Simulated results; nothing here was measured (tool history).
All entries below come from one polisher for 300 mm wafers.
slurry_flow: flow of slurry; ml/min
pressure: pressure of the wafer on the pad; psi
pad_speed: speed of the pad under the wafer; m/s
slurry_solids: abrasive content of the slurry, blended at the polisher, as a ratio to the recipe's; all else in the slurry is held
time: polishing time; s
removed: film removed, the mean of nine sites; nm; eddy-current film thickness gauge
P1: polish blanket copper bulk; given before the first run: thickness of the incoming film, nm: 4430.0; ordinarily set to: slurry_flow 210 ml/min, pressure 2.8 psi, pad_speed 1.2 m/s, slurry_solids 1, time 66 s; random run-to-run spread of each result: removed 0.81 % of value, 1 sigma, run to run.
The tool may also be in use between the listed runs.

| run | day | slurry_flow | pressure | pad_speed | slurry_solids | time | wafers polished on this pad | hours since the slurry nozzle was cleaned | hours since the head pressure was calibrated | hours since the slurry blender was calibrated | removed |
|---|---|---|---|---|---|---|---|---|---|---|---|
| 1 | 0.433 | 210 | 2.8 | 1.2 | 1 | 66 | 572 | 107.5 | 248.4 | 188.7 | 856.5 |
| 2 | 0.679 | 210 | 1.7 | 1.2 | 1 | 66 | 613 | 113.4 | 254.3 | 194.6 | 511.22 |
| 3 | 1.062 | 210 | 2.8 | 1.2 | 1 | 66 | 677 | 122.6 | 263.5 | 203.8 | 857.13 |
| 4 | 1.35 | 210 | 2.8 | 1.2 | 1 | 66 | 725 | 129.5 | 270.4 | 210.7 | 855.06 |
| 5 | 1.75 | 210 | 2.8 | 1.62 | 1 | 66 | 792 | 139.1 | 280 | 220.3 | 1144.4 |
| 6 | 2.146 | 275 | 2.8 | 1.2 | 1 | 66 | 858 | 148.6 | 289.5 | 229.8 | 875.68 |
| 7 | 2.588 | 210 | 2.8 | 1.2 | 1 | 44 | 932 | 159.2 | 300.1 | 240.4 | 568 |
| 8 | 2.883 | 210 | 2.8 | 1.2 | 1 | 66 | 982 | 166.3 | 307.2 | 247.5 | 862.2 |
| 9 | 3.362 | 125 | 2.8 | 1.2 | 1 | 66 | 1062 | 177.8 | 318.7 | 259 | 778.95 |
| 10 | 3.771 | 210 | 4 | 1.2 | 1 | 66 | 1130 | 187.6 | 328.5 | 268.8 | 1235.5 |
|  | 3.954 | slurry nozzle cleaned |
| 11 | 4.125 | 210 | 2.8 | 1.2 | 0.55 | 66 | 1189 | 4.2 | 337 | 277.3 | 749.97 |
| 12 | 4.404 | 210 | 2.8 | 1.2 | 1 | 104 | 1236 | 10.9 | 343.7 | 284 | 1345.7 |
| 13 | 4.808 | 210 | 2.8 | 1.2 | 1 | 66 | 1303 | 20.6 | 353.4 | 293.7 | 847.28 |
| 14 | 5.042 | 210 | 2.8 | 0.56 | 1 | 66 | 1342 | 26.2 | 359 | 299.3 | 400.07 |
|  | 5.079 | slurry blender recalibrated |
| 15 | 5.412 | 125 | 2.8 | 1.2 | 0.75 | 66 | 1404 | 35.1 | 367.9 | 8.1 | 736.43 |
| 16 | 5.742 | 210 | 1.9 | 1.2 | 1 | 42 | 1459 | 43 | 375.8 | 16 | 369.19 |
| 17 | 6.096 | 210 | 2.8 | 1.2 | 1.45 | 66 | 1519 | 51.5 | 384.3 | 24.5 | 922.14 |
| 18 | 6.562 | 210 | 2.8 | 1.2 | 1 | 66 | 1597 | 62.7 | 395.5 | 35.7 | 848.55 |
| 19 | 6.85 | 210 | 2.8 | 1.2 | 1 | 66 | 1645 | 69.6 | 402.4 | 42.6 | 842.32 |
| 20 | 7.192 | 210 | 2.8 | 1.2 | 1 | 66 | 1702 | 77.8 | 410.6 | 50.8 | 832.35 |
| 21 | 7.442 | 210 | 2.8 | 1.2 | 1 | 66 | 1744 | 83.8 | 416.6 | 56.8 | 819.2 |
|  | 7.629 | slurry blender recalibrated |
| 22 | 7.875 | 210 | 2.8 | 1.2 | 1 | 66 | 1816 | 94.2 | 427 | 6 | 802.02 |
| 23 | 8.088 | 210 | 2.8 | 1.2 | 1 | 66 | 1852 | 99.3 | 432.1 | 11.1 | 812.52 |
|  | 8.217 | worn pad replaced by a new one |
| 24 | 8.492 | 210 | 2.8 | 1.2 | 1 | 66 | 46 | 109 | 441.8 | 20.8 | 799.27 |
| 25 | 8.896 | 210 | 2.8 | 1.2 | 1 | 66 | 113 | 118.7 | 451.5 | 30.5 | 812.23 |

Predict the results of run 26:
| 26 | 9.154 | 210 | 2.8 | 1.2 | 1 | 66 | 156 | 124.9 | 457.7 | 36.7 | ? |

removed: 808.56 nm
